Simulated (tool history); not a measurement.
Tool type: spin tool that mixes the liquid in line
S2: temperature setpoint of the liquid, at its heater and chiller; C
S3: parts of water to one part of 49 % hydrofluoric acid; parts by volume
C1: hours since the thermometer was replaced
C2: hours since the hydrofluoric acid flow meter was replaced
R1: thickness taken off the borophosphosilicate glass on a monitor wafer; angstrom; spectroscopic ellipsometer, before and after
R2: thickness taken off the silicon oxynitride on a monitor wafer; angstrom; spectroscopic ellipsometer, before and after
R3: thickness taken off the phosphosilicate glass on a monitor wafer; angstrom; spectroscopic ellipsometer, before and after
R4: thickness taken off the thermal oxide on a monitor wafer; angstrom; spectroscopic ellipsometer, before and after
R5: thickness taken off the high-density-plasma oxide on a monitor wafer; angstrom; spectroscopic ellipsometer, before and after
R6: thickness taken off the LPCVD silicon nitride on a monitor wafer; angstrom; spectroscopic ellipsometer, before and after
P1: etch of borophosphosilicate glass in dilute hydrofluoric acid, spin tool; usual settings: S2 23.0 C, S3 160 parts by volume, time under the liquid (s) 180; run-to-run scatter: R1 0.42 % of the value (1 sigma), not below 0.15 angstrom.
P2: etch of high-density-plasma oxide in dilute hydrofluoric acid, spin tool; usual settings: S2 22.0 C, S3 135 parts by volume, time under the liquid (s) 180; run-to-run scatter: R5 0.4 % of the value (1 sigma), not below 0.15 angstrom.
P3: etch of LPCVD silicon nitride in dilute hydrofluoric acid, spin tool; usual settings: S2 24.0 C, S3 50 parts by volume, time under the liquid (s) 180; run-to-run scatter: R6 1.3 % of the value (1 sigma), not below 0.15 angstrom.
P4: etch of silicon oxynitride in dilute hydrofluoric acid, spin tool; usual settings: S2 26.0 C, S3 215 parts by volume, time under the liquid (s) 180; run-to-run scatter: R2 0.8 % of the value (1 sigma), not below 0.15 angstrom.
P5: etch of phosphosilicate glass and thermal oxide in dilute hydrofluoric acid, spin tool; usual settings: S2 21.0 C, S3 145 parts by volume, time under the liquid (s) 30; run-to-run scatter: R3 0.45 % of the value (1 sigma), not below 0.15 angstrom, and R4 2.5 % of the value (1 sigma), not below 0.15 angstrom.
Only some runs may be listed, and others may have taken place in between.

{"run": 1, "hour": 8.2, "process that ran": "P1", "S2": 23.0, "S3": 160, "time under the liquid (s)": 180, "C1": 488.1, "C2": 358.7, "R1": 349.73}
{"run": 2, "hour": 23.5, "process that ran": "P4", "S2": 26.0, "S3": 215, "time under the liquid (s)": 55, "C1": 503.4, "C2": 374.0, "R2": 8.2947}
{"run": 3, "hour": 34.8, "process that ran": "P5", "S2": 21.0, "S3": 145, "time under the liquid (s)": 15, "C1": 514.7, "C2": 385.3, "R3": 80.807, "R4": 4.428}
{"run": 4, "hour": 50.7, "process that ran": "P1", "S2": 19.0, "S3": 160, "time under the liquid (s)": 180, "C1": 530.6, "C2": 401.2, "R1": 297.13}
{"run": 5, "hour": 65.1, "process that ran": "P2", "S2": 17.0, "S3": 135, "time under the liquid (s)": 180, "C1": 545.0, "C2": 415.6, "R5": 48.333}
{"run": 6, "hour": 75.1, "process that ran": "P1", "S2": 23.0, "S3": 160, "time under the liquid (s)": 15, "C1": 555.0, "C2": 425.6, "R1": 28.876}
{"hour": 77.3, "done": "thermometer replaced"}
{"run": 7, "hour": 82.7, "process that ran": "P4", "S2": 26.0, "S3": 125, "time under the liquid (s)": 180, "C1": 5.5, "C2": 433.2, "R2": 50.599}
{"run": 8, "hour": 92.9, "process that ran": "P3", "S2": 24.0, "S3": 50, "time under the liquid (s)": 180, "C1": 15.7, "C2": 443.4, "R6": 17.88}
{"run": 9, "hour": 105.1, "process that ran": "P5", "S2": 21.0, "S3": 245, "time under the liquid (s)": 30, "C1": 27.9, "C2": 455.6, "R3": 86.565, "R4": 4.545}
{"run": 10, "hour": 120.7, "process that ran": "P3", "S2": 24.0, "S3": 20, "time under the liquid (s)": 180, "C1": 43.5, "C2": 471.2, "R6": 41.957}
{"run": 11, "hour": 128.1, "process that ran": "P1", "S2": 23.0, "S3": 240, "time under the liquid (s)": 180, "C1": 50.9, "C2": 478.6, "R1": 215.34}
{"run": 12, "hour": 142.9, "process that ran": "P1", "S2": 23.0, "S3": 160, "time under the liquid (s)": 180, "C1": 65.7, "C2": 493.4, "R1": 348.68}
{"run": 13, "hour": 157.2, "process that ran": "P2", "S2": 22.0, "S3": 135, "time under the liquid (s)": 15, "C1": 80.0, "C2": 507.7, "R5": 5.0425}
{"run": 14, "hour": 172.8, "process that ran": "P1", "S2": 23.0, "S3": 160, "time under the liquid (s)": 335, "C1": 95.6, "C2": 523.3, "R1": 653.6}
{"run": 15, "hour": 188.9, "process that ran": "P5", "S2": 21.0, "S3": 145, "time under the liquid (s)": 30, "C1": 111.7, "C2": 539.4, "R3": 161.64, "R4": 8.6348}
{"run": 16, "hour": 203.4, "process that ran": "P2", "S2": 22.0, "S3": 135, "time under the liquid (s)": 180, "C1": 126.2, "C2": 553.9, "R5": 59.185}
{"run": 17, "hour": 211.4, "process that ran": "P1", "S2": 23.0, "S3": 160, "time under the liquid (s)": 180, "C1": 134.2, "C2": 561.9, "R1": 348.52}
{"run": 18, "hour": 218.7, "process that ran": "P4", "S2": 26.0, "S3": 215, "time under the liquid (s)": 180, "C1": 141.5, "C2": 569.2, "R2": 27.643}
{"run": 19, "hour": 235.0, "process that ran": "P1", "S2": 23.0, "S3": 50, "time under the liquid (s)": 180, "C1": 157.8, "C2": 585.5, "R1": 1278.0}
{"run": 20, "hour": 248.0, "process that ran": "P5", "S2": 29.0, "S3": 145, "time under the liquid (s)": 30, "C1": 170.8, "C2": 598.5, "R3": 218.58, "R4": 11.099}
{"run": 21, "hour": 255.7, "process that ran": "P3", "S2": 24.0, "S3": 50, "time under the liquid (s)": 180, "C1": 178.5, "C2": 606.2, "R6": 17.233}
{"run": 22, "hour": 267.7, "process that ran": "P2", "S2": 22.0, "S3": 250, "time under the liquid (s)": 180, "C1": 190.5, "C2": 618.2, "R5": 28.524}
{"run": 23, "hour": 280.8, "process that ran": "P1", "S2": 23.0, "S3": 160, "time under the liquid (s)": 180, "C1": 203.6, "C2": 631.3, "R1": 351.8}
{"run": 24, "hour": 288.2, "process that ran": "P3", "S2": 24.0, "S3": 50, "time under the liquid (s)": 345, "C1": 211.0, "C2": 638.7, "R6": 33.816}
{"run": 25, "hour": 297.0, "process that ran": "P5", "S2": 21.0, "S3": 145, "time under the liquid (s)": 30, "C1": 219.8, "C2": 647.5, "R3": 160.11, "R4": 8.6752}
{"run": 26, "hour": 309.2, "process that ran": "P4", "S2": 18.5, "S3": 215, "time under the liquid (s)": 180, "C1": 232.0, "C2": 659.7, "R2": 19.474}
{"run": 27, "hour": 320.9, "process that ran": "P2", "S2": 22.0, "S3": 135, "time under the liquid (s)": 180, "C1": 243.7, "C2": 671.4, "R5": 59.532}
{"run": 28, "hour": 331.4, "process that ran": "P3", "S2": 19.5, "S3": 50, "time under the liquid (s)": 180, "C1": 254.2, "C2": 681.9, "R6": 12.746}
{"run": 29, "hour": 347.5, "process that ran": "P1", "S2": 29.0, "S3": 160, "time under the liquid (s)": 180, "C1": 270.3, "C2": 698.0, "R1": 438.18}
{"run": 30, "hour": 359.7, "process that ran": "P1", "S2": 23.0, "S3": 55, "time under the liquid (s)": 15, "C1": 282.5, "C2": 710.2, "R1": 96.484}
{"run": 31, "hour": 367.6, "process that ran": "P1", "S2": 23.0, "S3": 160, "time under the liquid (s)": 180, "C1": 290.4, "C2": 718.1, "R1": 348.98}
{"run": 32, "hour": 382.1, "process that ran": "P1", "S2": 23.0, "S3": 160, "time under the liquid (s)": 180, "C1": 304.9, "C2": 732.6, "R1": 356.49}
{"run": 33, "hour": 395.8, "process that ran": "P1", "S2": 23.0, "S3": 160, "time under the liquid (s)": 180, "C1": 318.6, "C2": 746.3, "R1": 362.69}
{"run": 34, "hour": 404.2, "process that ran": "P1", "S2": 23.0, "S3": 160, "time under the liquid (s)": 180, "C1": 327.0, "C2": 754.7, "R1": 367.27}
{"run": 35, "hour": 418.4, "process that ran": "P1", "S2": 23.0, "S3": 160, "time under the liquid (s)": 180, "C1": 341.2, "C2": 768.9, "R1": 370.94}
{"run": 36, "hour": 433.4, "process that ran": "P1", "S2": 23.0, "S3": 160, "time under the liquid (s)": 180, "C1": 356.2, "C2": 783.9, "R1": 369.89}
{"run": 37, "hour": 449.0, "process that ran": "P1", "S2": 23.0, "S3": 160, "time under the liquid (s)": 180, "C1": 371.8, "C2": 799.5, "R1": 370.63}
{"run": 38, "hour": 459.8, "process that ran": "P1", "S2": 23.0, "S3": 160, "time under the liquid (s)": 180, "C1": 382.6, "C2": 810.3, "R1": 370.76}
{"run": 39, "hour": 475.8, "process that ran": "P1", "S2": 23.0, "S3": 160, "time under the liquid (s)": 180, "C1": 398.6, "C2": 826.3, "R1": 374.73}
{"run": 40, "hour": 491.7, "process that ran": "P1", "S2": 23.0, "S3": 160, "time under the liquid (s)": 180, "C1": 414.5, "C2": 842.2, "R1": 373.79}

P1 no longer gives what it gave before; its output has crept away from where it was. The following 2 causes, each at its listed size, fit the log equally well:
A: liquid hotter than its thermometer reads (K) = 1.71
B: hydrofluoric acid flow above the setpoint (%) = 5.68
The process output started creeping at around hour 367.6.

The 4 check runs listed below each average the results of 3 wafers, and their outcomes are marked with question marks. Under which run would the listed causes produce clearly different results?
{"run": "check 1", "hour": 507.6, "process that ran": "P5", "S2": 27.5, "S3": 145, "time under the liquid (s)": 15, "R3": "?", "R4": "?"}
{"run": "check 2", "hour": 507.6, "process that ran": "P3", "S2": 24.0, "S3": 35, "time under the liquid (s)": 180, "R6": "?"}
{"run": "check 3", "hour": 507.6, "process that ran": "P2", "S2": 22.0, "S3": 225, "time under the liquid (s)": 55, "R5": "?"}
{"run": "check 4", "hour": 507.6, "process that ran": "P4", "S2": 22.0, "S3": 215, "time under the liquid (s)": 90, "R2": "?"}

Outcome of each check run for each possible cause:
check=check_1 result=R3 if_A=110.030 if_B=110.270
check=check_1 result=R4 if_A=5.8132 if_B=5.8261
check=check_2 result=R6 if_A=27.927 if_B=26.251
check=check_3 result=R5 if_A=10.5240 if_B=10.5710
check=check_4 result=R2 if_A=12.2770 if_B=12.1150
How far apart the two closest causes lie, in the result that separates them most: check 1 0.22 %; check 2 6.19 %; check 3 0.44 %; check 4 1.33 %
Check 2 tells the causes apart: in the others they would give nearly the same result.

Check 2 has now been run. It gave: R6 28.098 angstrom. Which of the candidate causes is it?

The cause is A: liquid hotter than its thermometer reads (K).

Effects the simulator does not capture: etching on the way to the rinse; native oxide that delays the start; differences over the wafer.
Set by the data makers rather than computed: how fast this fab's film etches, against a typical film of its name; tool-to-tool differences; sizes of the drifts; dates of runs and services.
